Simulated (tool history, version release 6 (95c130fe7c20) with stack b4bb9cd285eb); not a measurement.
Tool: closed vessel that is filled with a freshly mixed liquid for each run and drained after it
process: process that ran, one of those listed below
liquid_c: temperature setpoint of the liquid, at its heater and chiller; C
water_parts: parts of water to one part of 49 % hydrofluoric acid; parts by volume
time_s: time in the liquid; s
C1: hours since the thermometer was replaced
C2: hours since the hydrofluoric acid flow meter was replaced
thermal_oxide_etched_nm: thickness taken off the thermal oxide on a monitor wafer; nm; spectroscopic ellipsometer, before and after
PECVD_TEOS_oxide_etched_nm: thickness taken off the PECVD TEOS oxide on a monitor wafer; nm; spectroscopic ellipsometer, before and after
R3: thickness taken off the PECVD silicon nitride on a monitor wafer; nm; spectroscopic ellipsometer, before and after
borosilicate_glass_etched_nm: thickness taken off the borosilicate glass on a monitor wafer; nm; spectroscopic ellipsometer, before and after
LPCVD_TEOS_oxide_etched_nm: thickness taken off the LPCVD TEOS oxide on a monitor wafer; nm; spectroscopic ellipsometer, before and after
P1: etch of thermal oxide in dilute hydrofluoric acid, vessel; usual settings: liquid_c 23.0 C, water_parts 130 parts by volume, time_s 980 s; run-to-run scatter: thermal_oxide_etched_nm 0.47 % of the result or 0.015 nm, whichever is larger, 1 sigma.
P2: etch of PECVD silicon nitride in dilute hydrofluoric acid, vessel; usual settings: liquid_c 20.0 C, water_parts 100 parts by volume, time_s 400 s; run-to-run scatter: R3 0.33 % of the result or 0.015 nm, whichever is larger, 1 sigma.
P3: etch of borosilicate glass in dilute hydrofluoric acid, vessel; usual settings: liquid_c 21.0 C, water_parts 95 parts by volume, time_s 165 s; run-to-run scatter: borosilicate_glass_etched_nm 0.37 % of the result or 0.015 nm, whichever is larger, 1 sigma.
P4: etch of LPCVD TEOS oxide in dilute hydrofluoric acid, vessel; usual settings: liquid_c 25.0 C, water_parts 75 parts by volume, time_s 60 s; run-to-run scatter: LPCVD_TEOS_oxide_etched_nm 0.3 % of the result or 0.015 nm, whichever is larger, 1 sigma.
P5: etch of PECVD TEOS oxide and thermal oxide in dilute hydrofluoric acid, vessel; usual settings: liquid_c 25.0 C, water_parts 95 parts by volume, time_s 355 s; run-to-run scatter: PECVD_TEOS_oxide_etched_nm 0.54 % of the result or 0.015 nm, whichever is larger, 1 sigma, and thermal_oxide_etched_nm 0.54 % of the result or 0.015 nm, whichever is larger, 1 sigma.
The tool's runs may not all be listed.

run 1 hour=5.1 | process=P1 liquid_c=23.0 water_parts=130 time_s=980 | C1=1889.6 C2=386.4 | thermal_oxide_etched_nm=34.1910
run 2 hour=9.1 | process=P5 liquid_c=25.0 water_parts=95 time_s=355 | C1=1893.6 C2=390.4 | thermal_oxide_etched_nm=17.5930 PECVD_TEOS_oxide_etched_nm=41.255
run 3 hour=14.3 | process=P2 liquid_c=20.0 water_parts=20 time_s=400 | C1=1898.8 C2=395.6 | R3=41.2660
run 4 hour=17.2 | process=P1 liquid_c=23.0 water_parts=130 time_s=980 | C1=1901.7 C2=398.5 | thermal_oxide_etched_nm=34.4580
run 5 hour=22.3 | process=P1 liquid_c=23.0 water_parts=130 time_s=980 | C1=1906.8 C2=403.6 | thermal_oxide_etched_nm=34.2880
run 6 hour=26.5 | process=P5 liquid_c=19.5 water_parts=95 time_s=355 | C1=1911.0 C2=407.8 | thermal_oxide_etched_nm=14.2880 PECVD_TEOS_oxide_etched_nm=33.334
run 7 hour=29.5 | process=P3 liquid_c=21.0 water_parts=95 time_s=45 | C1=1914.0 C2=410.8 | borosilicate_glass_etched_nm=14.858
run 8 hour=34.6 | process=P4 liquid_c=25.0 water_parts=20 time_s=60 | C1=1919.1 C2=415.9 | LPCVD_TEOS_oxide_etched_nm=115.560
run 9 hour=37.9 | process=P1 liquid_c=23.0 water_parts=130 time_s=980 | C1=1922.4 C2=419.2 | thermal_oxide_etched_nm=34.2750
run 10 hour=41.5 | process=P1 liquid_c=23.0 water_parts=45 time_s=980 | C1=1926.0 C2=422.8 | thermal_oxide_etched_nm=109.5400
run 11 hour=45.6 | process=P4 liquid_c=32.5 water_parts=75 time_s=60 | C1=1930.1 C2=426.9 | LPCVD_TEOS_oxide_etched_nm=38.160
run 12 hour=48.4 | process=P3 liquid_c=21.0 water_parts=95 time_s=165 | C1=1932.9 C2=429.7 | borosilicate_glass_etched_nm=55.199
run 13 hour=52.0 | process=P1 liquid_c=27.5 water_parts=130 time_s=980 | C1=1936.5 C2=433.3 | thermal_oxide_etched_nm=40.8210
run 14 hour=54.4 | process=P1 liquid_c=23.0 water_parts=130 time_s=980 | C1=1938.9 C2=435.7 | thermal_oxide_etched_nm=34.0060
run 15 hour=57.5 | process=P1 liquid_c=23.0 water_parts=130 time_s=325 | C1=1942.0 C2=438.8 | thermal_oxide_etched_nm=11.2650
run 16 hour=62.0 | process=P1 liquid_c=23.0 water_parts=130 time_s=1605 | C1=1946.5 C2=443.3 | thermal_oxide_etched_nm=56.1910
run 17 hour=67.4 | process=P1 liquid_c=19.0 water_parts=175 time_s=980 | C1=1951.9 C2=448.7 | thermal_oxide_etched_nm=20.9990
run 18 hour=72.6 | process=P1 liquid_c=23.0 water_parts=130 time_s=980 | C1=1957.1 C2=453.9 | thermal_oxide_etched_nm=34.3190
run 19 hour=75.5 | process=P2 liquid_c=20.0 water_parts=100 time_s=670 | C1=1960.0 C2=456.8 | R3=14.6020
run 20 hour=79.7 | process=P3 liquid_c=17.0 water_parts=95 time_s=165 | C1=1964.2 C2=461.0 | borosilicate_glass_etched_nm=46.604
run 21 hour=84.5 | process=P1 liquid_c=23.0 water_parts=130 time_s=980 | C1=1969.0 C2=465.8 | thermal_oxide_etched_nm=34.0520
run 22 hour=89.5 | process=P1 liquid_c=29.5 water_parts=85 time_s=980 | C1=1974.0 C2=470.8 | thermal_oxide_etched_nm=70.8720
run 23 hour=93.6 | process=P1 liquid_c=19.0 water_parts=130 time_s=980 | C1=1978.1 C2=474.9 | thermal_oxide_etched_nm=29.2140
run 24 hour=97.7 | process=P2 liquid_c=28.0 water_parts=100 time_s=400 | C1=1982.2 C2=479.0 | R3=14.7710
run 25 hour=101.4 | process=P5 liquid_c=25.0 water_parts=95 time_s=715 | C1=1985.9 C2=482.7 | thermal_oxide_etched_nm=36.3410 PECVD_TEOS_oxide_etched_nm=83.378
run 26 hour=106.6 | process=P2 liquid_c=20.0 water_parts=100 time_s=400 | C1=1991.1 C2=487.9 | R3=8.7699
run 27 hour=109.6 | process=P1 liquid_c=23.0 water_parts=210 time_s=980 | C1=1994.1 C2=490.9 | thermal_oxide_etched_nm=19.3850
run 28 hour=114.6 | process=P4 liquid_c=25.0 water_parts=75 time_s=60 | C1=1999.1 C2=495.9 | LPCVD_TEOS_oxide_etched_nm=28.737
-- hour=118.8 thermometer replaced
run 29 hour=119.9 | process=P3 liquid_c=21.0 water_parts=95 time_s=165 | C1=1.1 C2=501.2 | borosilicate_glass_etched_nm=55.235
run 30 hour=124.9 | process=P4 liquid_c=25.0 water_parts=75 time_s=60 | C1=6.1 C2=506.2 | LPCVD_TEOS_oxide_etched_nm=28.802
run 31 hour=128.9 | process=P3 liquid_c=21.0 water_parts=170 time_s=165 | C1=10.1 C2=510.2 | borosilicate_glass_etched_nm=28.346
run 32 hour=133.9 | process=P4 liquid_c=25.0 water_parts=75 time_s=30 | C1=15.1 C2=515.2 | LPCVD_TEOS_oxide_etched_nm=14.268
run 33 hour=138.4 | process=P5 liquid_c=25.0 water_parts=165 time_s=355 | C1=19.6 C2=519.7 | thermal_oxide_etched_nm=9.3954 PECVD_TEOS_oxide_etched_nm=21.778
run 34 hour=141.5 | process=P1 liquid_c=23.0 water_parts=130 time_s=980 | C1=22.7 C2=522.8 | thermal_oxide_etched_nm=34.3000
run 35 hour=144.4 | process=P1 liquid_c=23.0 water_parts=130 time_s=980 | C1=25.6 C2=525.7 | thermal_oxide_etched_nm=33.4840
run 36 hour=148.6 | process=P1 liquid_c=23.0 water_parts=130 time_s=980 | C1=29.8 C2=529.9 | thermal_oxide_etched_nm=32.5500
run 37 hour=151.2 | process=P1 liquid_c=23.0 water_parts=130 time_s=980 | C1=32.4 C2=532.5 | thermal_oxide_etched_nm=32.7800
run 38 hour=155.0 | process=P1 liquid_c=23.0 water_parts=130 time_s=980 | C1=36.2 C2=536.3 | thermal_oxide_etched_nm=32.2310
run 39 hour=158.5 | process=P1 liquid_c=23.0 water_parts=130 time_s=980 | C1=39.7 C2=539.8 | thermal_oxide_etched_nm=31.8920
run 40 hour=161.8 | process=P1 liquid_c=23.0 water_parts=130 time_s=980 | C1=43.0 C2=543.1 | thermal_oxide_etched_nm=32.0440
run 41 hour=166.9 | process=P1 liquid_c=23.0 water_parts=130 time_s=980 | C1=48.1 C2=548.2 | thermal_oxide_etched_nm=31.7010
run 42 hour=172.1 | process=P1 liquid_c=23.0 water_parts=130 time_s=980 | C1=53.3 C2=553.4 | thermal_oxide_etched_nm=31.6200
run 43 hour=174.7 | process=P1 liquid_c=23.0 water_parts=130 time_s=980 | C1=55.9 C2=556.0 | thermal_oxide_etched_nm=31.9030
run 44 hour=177.5 | process=P1 liquid_c=23.0 water_parts=130 time_s=980 | C1=58.7 C2=558.8 | thermal_oxide_etched_nm=31.9780

What P1 gives has crept away from where it was. These 2 causes fit the log equally well, each at the size given:
A: liquid colder than its thermometer reads (K) = 1.88
B: hydrofluoric acid flow below the setpoint (%) = 6.22
The creep began at about hour 141.5.

4 check runs are offered, one wafer each, their results left as question marks. Which one tells the causes apart?
run check 1 hour=180.3 | process=P3 liquid_c=17.0 water_parts=95 time_s=50 | borosilicate_glass_etched_nm=?
run check 2 hour=180.3 | process=P5 liquid_c=25.0 water_parts=160 time_s=355 | thermal_oxide_etched_nm=? PECVD_TEOS_oxide_etched_nm=?
run check 3 hour=180.3 | process=P2 liquid_c=20.0 water_parts=55 time_s=660 | R3=?
run check 4 hour=180.3 | process=P4 liquid_c=32.5 water_parts=75 time_s=60 | LPCVD_TEOS_oxide_etched_nm=?

What each check would give under each cause:
check=check_1 result=borosilicate_glass_etched_nm if_A=13.035 if_B=13.158
check=check_2 result=thermal_oxide_etched_nm if_A=9.1179 if_B=9.0720
check=check_2 result=PECVD_TEOS_oxide_etched_nm if_A=21.210 if_B=21.103
check=check_3 result=R3 if_A=22.7110 if_B=24.3260
check=check_4 result=LPCVD_TEOS_oxide_etched_nm if_A=35.661 if_B=35.632
How far apart the two closest causes lie, in the result that separates them most: check 1 0.94 %; check 2 0.5 %; check 3 6.87 %; check 4 0.08 %
Only check 3 tells the causes apart: in the others they would give nearly the same result.

Then check 3 was run and gave: R3 24.3310 nm. Which cause is it?

It is B: hydrofluoric acid flow below the setpoint (%).

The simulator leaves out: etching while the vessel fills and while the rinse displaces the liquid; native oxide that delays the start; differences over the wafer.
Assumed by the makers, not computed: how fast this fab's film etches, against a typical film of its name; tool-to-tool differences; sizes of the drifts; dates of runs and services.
